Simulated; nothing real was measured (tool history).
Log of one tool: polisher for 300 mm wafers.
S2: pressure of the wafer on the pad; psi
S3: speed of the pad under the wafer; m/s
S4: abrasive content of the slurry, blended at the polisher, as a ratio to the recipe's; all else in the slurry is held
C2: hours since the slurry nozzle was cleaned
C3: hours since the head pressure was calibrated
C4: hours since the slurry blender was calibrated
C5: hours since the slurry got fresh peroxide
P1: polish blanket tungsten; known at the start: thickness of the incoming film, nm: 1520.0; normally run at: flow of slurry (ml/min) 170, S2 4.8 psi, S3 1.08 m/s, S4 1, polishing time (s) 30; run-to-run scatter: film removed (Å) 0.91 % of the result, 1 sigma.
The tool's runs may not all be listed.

run 1 hour=4.2 | flow_of_slurry_(ml/min)=170 S2=4.8 S3=1.08 S4=1 polishing_time_(s)=30 | wafers_polished_on_this_pad=337 C2=201.5 C3=117.2 C4=120.2 C5=106.6 | film_removed_(Å)=1812.9
run 2 hour=9 | flow_of_slurry_(ml/min)=170 S2=7.6 S3=1.08 S4=1 polishing_time_(s)=30 | wafers_polished_on_this_pad=398 C2=206.3 C3=122 C4=125 C5=111.4 | film_removed_(Å)=2863.7
run 3 hour=13.5 | flow_of_slurry_(ml/min)=170 S2=4.8 S3=1.08 S4=1.5 polishing_time_(s)=30 | wafers_polished_on_this_pad=455 C2=210.8 C3=126.5 C4=129.5 C5=115.9 | film_removed_(Å)=1996.5
run 4 hour=18.4 | flow_of_slurry_(ml/min)=170 S2=4.8 S3=1.08 S4=1 polishing_time_(s)=30 | wafers_polished_on_this_pad=517 C2=215.7 C3=131.4 C4=134.4 C5=120.8 | film_removed_(Å)=1815.5
run 5 hour=22.9 | flow_of_slurry_(ml/min)=170 S2=4.8 S3=1.08 S4=1 polishing_time_(s)=47 | wafers_polished_on_this_pad=574 C2=220.2 C3=135.9 C4=138.9 C5=125.3 | film_removed_(Å)=2847.7
run 6 hour=25.4 | flow_of_slurry_(ml/min)=170 S2=4.8 S3=1.08 S4=1 polishing_time_(s)=30 | wafers_polished_on_this_pad=606 C2=222.7 C3=138.4 C4=141.4 C5=127.8 | film_removed_(Å)=1847.5
-- hour=29.7 slurry nozzle cleaned
run 7 hour=30.1 | flow_of_slurry_(ml/min)=170 S2=4.8 S3=0.48 S4=1 polishing_time_(s)=30 | wafers_polished_on_this_pad=665 C2=0.4 C3=143.1 C4=146.1 C5=132.5 | film_removed_(Å)=798.2
run 8 hour=33.8 | flow_of_slurry_(ml/min)=230 S2=6.4 S3=1.08 S4=1 polishing_time_(s)=30 | wafers_polished_on_this_pad=712 C2=4.1 C3=146.8 C4=149.8 C5=136.2 | film_removed_(Å)=2510.9
run 9 hour=37.2 | flow_of_slurry_(ml/min)=230 S2=4.8 S3=1.08 S4=1 polishing_time_(s)=30 | wafers_polished_on_this_pad=755 C2=7.5 C3=150.2 C4=153.2 C5=139.6 | film_removed_(Å)=1879.5
run 10 hour=41.2 | flow_of_slurry_(ml/min)=170 S2=4.8 S3=1.08 S4=1 polishing_time_(s)=30 | wafers_polished_on_this_pad=805 C2=11.5 C3=154.2 C4=157.2 C5=143.6 | film_removed_(Å)=1824.8
run 11 hour=45.9 | flow_of_slurry_(ml/min)=170 S2=4.8 S3=1.64 S4=0.7 polishing_time_(s)=30 | wafers_polished_on_this_pad=865 C2=16.2 C3=158.9 C4=161.9 C5=148.3 | film_removed_(Å)=2560.1
run 12 hour=49.9 | flow_of_slurry_(ml/min)=130 S2=2.3 S3=1.08 S4=1 polishing_time_(s)=30 | wafers_polished_on_this_pad=916 C2=20.2 C3=162.9 C4=165.9 C5=152.3 | film_removed_(Å)=842.24
run 13 hour=54.8 | flow_of_slurry_(ml/min)=170 S2=4.8 S3=1.08 S4=0.55 polishing_time_(s)=30 | wafers_polished_on_this_pad=977 C2=25.1 C3=167.8 C4=170.8 C5=157.2 | film_removed_(Å)=1583.2
run 14 hour=57.3 | flow_of_slurry_(ml/min)=170 S2=4.8 S3=1.08 S4=1 polishing_time_(s)=14 | wafers_polished_on_this_pad=1009 C2=27.6 C3=170.3 C4=173.3 C5=159.7 | film_removed_(Å)=861

The next listed run, before its measurement:
run 15 hour=62.5 | flow_of_slurry_(ml/min)=170 S2=3.1 S3=1.08 S4=1 polishing_time_(s)=30 | wafers_polished_on_this_pad=1075 C2=32.8 C3=175.5 C4=178.5 C5=164.9 | film_removed_(Å)=?

film removed (Å): 1187.2
